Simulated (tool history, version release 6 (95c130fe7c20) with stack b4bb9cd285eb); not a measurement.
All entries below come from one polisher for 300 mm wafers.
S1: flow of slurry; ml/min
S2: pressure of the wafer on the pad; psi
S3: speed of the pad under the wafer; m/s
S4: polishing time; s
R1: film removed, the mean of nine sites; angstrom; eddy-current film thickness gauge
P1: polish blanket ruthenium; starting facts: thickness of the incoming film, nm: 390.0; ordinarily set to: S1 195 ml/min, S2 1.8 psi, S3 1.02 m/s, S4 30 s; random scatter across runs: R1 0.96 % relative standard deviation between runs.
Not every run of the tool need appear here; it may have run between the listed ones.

{"run": 1, "hour": 11.0, "S1": 195, "S2": 1.8, "S3": 1.02, "S4": 30, "R1": 281.7}
{"run": 2, "hour": 25.4, "S1": 115, "S2": 1.8, "S3": 1.02, "S4": 30, "R1": 257.8}
{"run": 3, "hour": 33.4, "S1": 195, "S2": 1.1, "S3": 0.74, "S4": 30, "R1": 127.39}
{"run": 4, "hour": 43.9, "S1": 255, "S2": 1.8, "S3": 1.02, "S4": 30, "R1": 286.4}
{"hour": 52.8, "done": "slurry nozzle cleaned"}
{"run": 5, "hour": 55.7, "S1": 195, "S2": 1.8, "S3": 1.42, "S4": 30, "R1": 388.77}
{"run": 6, "hour": 68.6, "S1": 195, "S2": 1.8, "S3": 1.02, "S4": 30, "R1": 285.22}
{"run": 7, "hour": 83.3, "S1": 195, "S2": 1.8, "S3": 1.02, "S4": 30, "R1": 282.86}
{"run": 8, "hour": 90.4, "S1": 195, "S2": 1.8, "S3": 1.02, "S4": 30, "R1": 287.46}
{"run": 9, "hour": 101.2, "S1": 195, "S2": 1.8, "S3": 1.02, "S4": 30, "R1": 283.2}
{"run": 10, "hour": 108.9, "S1": 115, "S2": 1.8, "S3": 1.02, "S4": 43, "R1": 366.98}
{"run": 11, "hour": 118.7, "S1": 195, "S2": 1.1, "S3": 1.02, "S4": 30, "R1": 176.16}
{"run": 12, "hour": 126.1, "S1": 195, "S2": 1.8, "S3": 1.02, "S4": 30, "R1": 286.25}
{"run": 13, "hour": 139.1, "S1": 195, "S2": 1.8, "S3": 0.48, "S4": 30, "R1": 135.43}
{"run": 14, "hour": 150.9, "S1": 195, "S2": 2.6, "S3": 1.02, "S4": 30, "R1": 407.18}
{"run": 15, "hour": 159.6, "S1": 195, "S2": 1.8, "S3": 1.02, "S4": 30, "R1": 283.89}
{"run": 16, "hour": 170.5, "S1": 195, "S2": 1.8, "S3": 1.02, "S4": 14, "R1": 132.78}
{"run": 17, "hour": 183.6, "S1": 195, "S2": 1.8, "S3": 1.02, "S4": 42, "R1": 399.04}
{"run": 18, "hour": 195.6, "S1": 195, "S2": 1.8, "S3": 1.02, "S4": 30, "R1": 280.49}
{"run": 19, "hour": 204.6, "S1": 195, "S2": 1.8, "S3": 1.02, "S4": 30, "R1": 276.3}
{"run": 20, "hour": 211.6, "S1": 195, "S2": 1.8, "S3": 1.02, "S4": 30, "R1": 274.39}
{"run": 21, "hour": 222.3, "S1": 195, "S2": 1.8, "S3": 1.02, "S4": 30, "R1": 268.98}
{"run": 22, "hour": 232.9, "S1": 195, "S2": 1.8, "S3": 1.02, "S4": 30, "R1": 266.58}
{"hour": 244.4, "done": "head pressure recalibrated"}
{"run": 23, "hour": 246.8, "S1": 195, "S2": 1.8, "S3": 1.02, "S4": 30, "R1": 268.07}
{"run": 24, "hour": 256.5, "S1": 195, "S2": 1.8, "S3": 1.02, "S4": 30, "R1": 265.64}
{"run": 25, "hour": 264.4, "S1": 195, "S2": 1.8, "S3": 1.02, "S4": 30, "R1": 266.06}
{"run": 26, "hour": 273.9, "S1": 195, "S2": 1.8, "S3": 1.02, "S4": 30, "R1": 265.79}
{"run": 27, "hour": 287.5, "S1": 195, "S2": 1.8, "S3": 1.02, "S4": 30, "R1": 260.81}

P1 no longer gives what it gave before; its output has crept away from where it was. The following 2 causes, each at its listed size, fit the log equally well:
A: removal rate lost through wear of the pad, % = 7.02
B: slurry flow missing at the pad, % = 35.5
Onset of the creep was near hour 195.6.
Each remaining cause and why it is not a fit:
head's pressure below its setpoint, %: was serviced at hour 244.4, once the creep was under way, yet the earlier output never came back

Which of the 4 check runs listed below, each an average over 5 wafers with its results shown as question marks, gives clearly different results under the different listed causes?
{"run": "check 1", "hour": 301.1, "S1": 195, "S2": 1.8, "S3": 1.02, "S4": 38, "R1": "?"}
{"run": "check 2", "hour": 301.1, "S1": 195, "S2": 1.2, "S3": 1.02, "S4": 30, "R1": "?"}
{"run": "check 3", "hour": 301.1, "S1": 195, "S2": 1.8, "S3": 0.58, "S4": 30, "R1": "?"}
{"run": "check 4", "hour": 301.1, "S1": 125, "S2": 1.8, "S3": 1.02, "S4": 30, "R1": "?"}

Check results expected under each cause:
check=check_1 result=R1 if_A=333.57 if_B=333.58
check=check_2 result=R1 if_A=175.56 if_B=175.57
check=check_3 result=R1 if_A=149.74 if_B=149.75
check=check_4 result=R1 if_A=244.56 if_B=235.92
Separation of the two closest causes in each check, using whichever result separates them best: check 1 0 %; check 2 0 %; check 3 0 %; check 4 3.6 %
Only in check 4 would the causes give clearly different results; in the remaining checks their results would be nearly the same.

Check 4 was carried out, with these results: R1 234.99 angstrom. Which of the listed causes is responsible?

B is the cause: slurry flow missing at the pad, %.
